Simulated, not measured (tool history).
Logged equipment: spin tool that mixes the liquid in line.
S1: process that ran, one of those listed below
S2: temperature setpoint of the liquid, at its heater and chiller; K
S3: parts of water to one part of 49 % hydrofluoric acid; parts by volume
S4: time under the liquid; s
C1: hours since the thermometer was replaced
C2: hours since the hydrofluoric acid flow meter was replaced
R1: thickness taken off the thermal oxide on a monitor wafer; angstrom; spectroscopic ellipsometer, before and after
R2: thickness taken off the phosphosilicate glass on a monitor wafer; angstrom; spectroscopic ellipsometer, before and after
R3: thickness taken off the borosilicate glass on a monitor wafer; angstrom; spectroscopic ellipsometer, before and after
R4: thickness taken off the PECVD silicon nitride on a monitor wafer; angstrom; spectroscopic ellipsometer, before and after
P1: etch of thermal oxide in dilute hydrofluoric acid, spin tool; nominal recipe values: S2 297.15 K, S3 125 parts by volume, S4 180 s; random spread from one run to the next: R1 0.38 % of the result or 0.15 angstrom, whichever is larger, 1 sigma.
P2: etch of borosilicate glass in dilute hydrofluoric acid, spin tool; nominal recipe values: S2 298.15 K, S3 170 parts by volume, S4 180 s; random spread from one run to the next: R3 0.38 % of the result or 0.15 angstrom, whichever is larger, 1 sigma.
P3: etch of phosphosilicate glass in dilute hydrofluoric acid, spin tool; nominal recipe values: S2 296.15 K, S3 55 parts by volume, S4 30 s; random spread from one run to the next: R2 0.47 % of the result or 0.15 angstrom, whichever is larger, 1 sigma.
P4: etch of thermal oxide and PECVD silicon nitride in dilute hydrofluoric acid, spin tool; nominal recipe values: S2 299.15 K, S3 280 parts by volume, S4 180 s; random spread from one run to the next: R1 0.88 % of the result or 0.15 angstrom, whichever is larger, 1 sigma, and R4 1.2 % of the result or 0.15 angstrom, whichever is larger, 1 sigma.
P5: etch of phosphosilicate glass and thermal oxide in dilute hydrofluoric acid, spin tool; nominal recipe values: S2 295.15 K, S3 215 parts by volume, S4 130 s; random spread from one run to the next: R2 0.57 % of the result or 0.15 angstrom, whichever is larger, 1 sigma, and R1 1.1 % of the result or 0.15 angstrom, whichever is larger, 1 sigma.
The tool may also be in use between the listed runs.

| run | hour | S1 | S2 | S3 | S4 | C1 | C2 | R1 | R2 | R3 | R4 |
|---|---|---|---|---|---|---|---|---|---|---|---|
| 1 | 15.4 | P1 | 297.15 | 125 | 180 | 493.9 | 802.2 | 63.134 |  |  |  |
| 2 | 26.1 | P1 | 297.15 | 125 | 290 | 504.6 | 812.9 | 102.250 |  |  |  |
| 3 | 36.7 | P1 | 297.15 | 180 | 180 | 515.2 | 823.5 | 41.487 |  |  |  |
| 4 | 49.3 | P3 | 304.15 | 55 | 30 | 527.8 | 836.1 |  | 778.59 |  |  |
| 5 | 65.0 | P2 | 293.15 | 170 | 180 | 543.5 | 851.8 |  |  | 137.550 |  |
| 6 | 77.9 | P1 | 297.15 | 30 | 180 | 556.4 | 864.7 | 296.160 |  |  |  |
| 7 | 93.6 | P1 | 297.15 | 125 | 180 | 572.1 | 880.4 | 63.351 |  |  |  |
| 8 | 105.6 | P5 | 295.15 | 215 | 230 | 584.1 | 892.4 | 40.682 | 915.59 |  |  |
| 9 | 114.7 | P3 | 296.15 | 55 | 50 | 593.2 | 901.5 |  | 941.91 |  |  |
| 10 | 128.6 | P1 | 302.15 | 125 | 180 | 607.1 | 915.4 | 75.669 |  |  |  |
| 11 | 143.9 | P4 | 299.15 | 280 | 275 | 622.4 | 930.7 | 42.537 |  |  | 26.815 |
| 12 | 153.9 | P3 | 296.15 | 55 | 30 | 632.4 | 940.7 |  | 572.22 |  |  |
| 13 | 167.3 | P5 | 295.15 | 215 | 130 | 645.8 | 954.1 | 23.493 | 519.44 |  |  |
| 14 | 180.7 | P1 | 297.15 | 125 | 180 | 659.2 | 967.5 | 63.401 |  |  |  |
| 15 | 191.3 | P2 | 298.15 | 170 | 350 | 669.8 | 978.1 |  |  | 326.290 |  |
| 16 | 200.4 | P4 | 299.15 | 435 | 180 | 678.9 | 987.2 | 15.374 |  |  | 11.423 |
| 17 | 211.1 | P3 | 296.15 | 35 | 30 | 689.6 | 997.9 |  | 912.72 |  |  |
| 18 | 224.3 | P4 | 299.15 | 280 | 180 | 702.8 | 1011.1 | 28.528 |  |  | 17.452 |
| 19 | 233.5 | P1 | 297.15 | 125 | 180 | 712.0 | 1020.3 | 63.489 |  |  |  |
| 20 | 241.4 | P1 | 293.15 | 75 | 180 | 719.9 | 1028.2 | 95.323 |  |  |  |
| 21 | 254.3 | P4 | 291.15 | 280 | 180 | 732.8 | 1041.1 | 21.145 |  |  | 10.746 |
| 22 | 262.8 | P2 | 298.15 | 305 | 180 | 741.3 | 1049.6 |  |  | 80.914 |  |
| 23 | 273.9 | P1 | 297.15 | 125 | 180 | 752.4 | 1060.7 | 62.993 |  |  |  |
| 24 | 289.7 | P1 | 290.65 | 125 | 180 | 768.2 | 1076.5 | 48.834 |  |  |  |
| 25 | 305.3 | P3 | 296.15 | 55 | 30 | 783.8 | 1092.1 |  | 566.89 |  |  |
| 26 | 318.8 | P1 | 297.15 | 125 | 180 | 797.3 | 1105.6 | 63.128 |  |  |  |
| 27 | 330.9 | P5 | 290.15 | 215 | 130 | 809.4 | 1117.7 | 18.864 | 427.80 |  |  |
| 28 | 340.0 | P1 | 297.15 | 125 | 90 | 818.5 | 1126.8 | 31.802 |  |  |  |
| 29 | 347.3 | P2 | 298.15 | 170 | 180 | 825.8 | 1134.1 |  |  | 167.340 |  |
| 30 | 360.0 | P1 | 297.15 | 125 | 180 | 838.5 | 1146.8 | 62.936 |  |  |  |
| 31 | 373.2 | P5 | 295.15 | 215 | 130 | 851.7 | 1160.0 | 22.871 | 525.79 |  |  |
| 32 | 384.3 | P5 | 295.15 | 125 | 130 | 862.8 | 1171.1 | 44.613 | 988.88 |  |  |
| 33 | 396.5 | P1 | 297.15 | 125 | 180 | 875.0 | 1183.3 | 63.093 |  |  |  |
| 34 | 407.6 | P1 | 297.15 | 125 | 180 | 886.1 | 1194.4 | 65.160 |  |  |  |
| 35 | 415.0 | P1 | 297.15 | 125 | 180 | 893.5 | 1201.8 | 65.623 |  |  |  |
| 36 | 425.3 | P1 | 297.15 | 125 | 180 | 903.8 | 1212.1 | 67.229 |  |  |  |
| 37 | 440.8 | P1 | 297.15 | 125 | 180 | 919.3 | 1227.6 | 67.427 |  |  |  |
| 38 | 452.2 | P1 | 297.15 | 125 | 180 | 930.7 | 1239.0 | 67.274 |  |  |  |
| 39 | 462.9 | P1 | 297.15 | 125 | 180 | 941.4 | 1249.7 | 67.751 |  |  |  |
| 40 | 474.0 | P1 | 297.15 | 125 | 180 | 952.5 | 1260.8 | 68.619 |  |  |  |
| 41 | 482.1 | P1 | 297.15 | 125 | 180 | 960.6 | 1268.9 | 68.899 |  |  |  |
| 42 | 494.9 | P1 | 297.15 | 125 | 180 | 973.4 | 1281.7 | 68.709 |  |  |  |
| 43 | 505.4 | P1 | 297.15 | 125 | 180 | 983.9 | 1292.2 | 68.662 |  |  |  |
| 44 | 521.1 | P1 | 297.15 | 125 | 180 | 999.6 | 1307.9 | 68.714 |  |  |  |

The log shows P1 creeping away from where it was. Any of the 2 causes listed here, at the size stated for it, fits the log just as well as the others:
A: hydrofluoric acid flow above the setpoint (%) = 7.42
B: liquid hotter than its thermometer reads (K) = 2.13
The gradual shift began around hour 396.5.

Which of the 4 check runs listed below, each an average over 5 wafers with its results shown as question marks, gives clearly different results under the different listed causes?
| check 1 | 536.8 | P5 | 291.15 | 215 | 220 |  |  | ? | ? |  |  |
| check 2 | 536.8 | P4 | 299.15 | 280 | 260 |  |  | ? |  |  | ? |
| check 3 | 536.8 | P2 | 294.15 | 170 | 340 |  |  |  |  | ? |  |
| check 4 | 536.8 | P3 | 303.65 | 55 | 30 |  |  |  | ? |  |  |

Outcome of each check run for each possible cause:
| check | result | if A | if B |
|---|---|---|---|
| check 1 | R1 | 36.484 | 36.375 |
| check 1 | R2 | 823.48 | 821.02 |
| check 2 | R1 | 44.201 | 43.341 |
| check 2 | R4 | 26.871 | 28.396 |
| check 3 | R3 | 295.400 | 294.840 |
| check 4 | R2 | 828.45 | 832.32 |
Per-check spread between the two closest causes, in the result where they differ most: check 1 0.3 %; check 2 5.52 %; check 3 0.19 %; check 4 0.47 %
Check 2 distinguishes between the causes, while the remaining checks would return nearly the same result for all of them.

With check 2 done, the readings were: R1 44.146 angstrom; R4 26.835 angstrom. Identify which of the listed causes applies.

It was cause A: hydrofluoric acid flow above the setpoint (%).
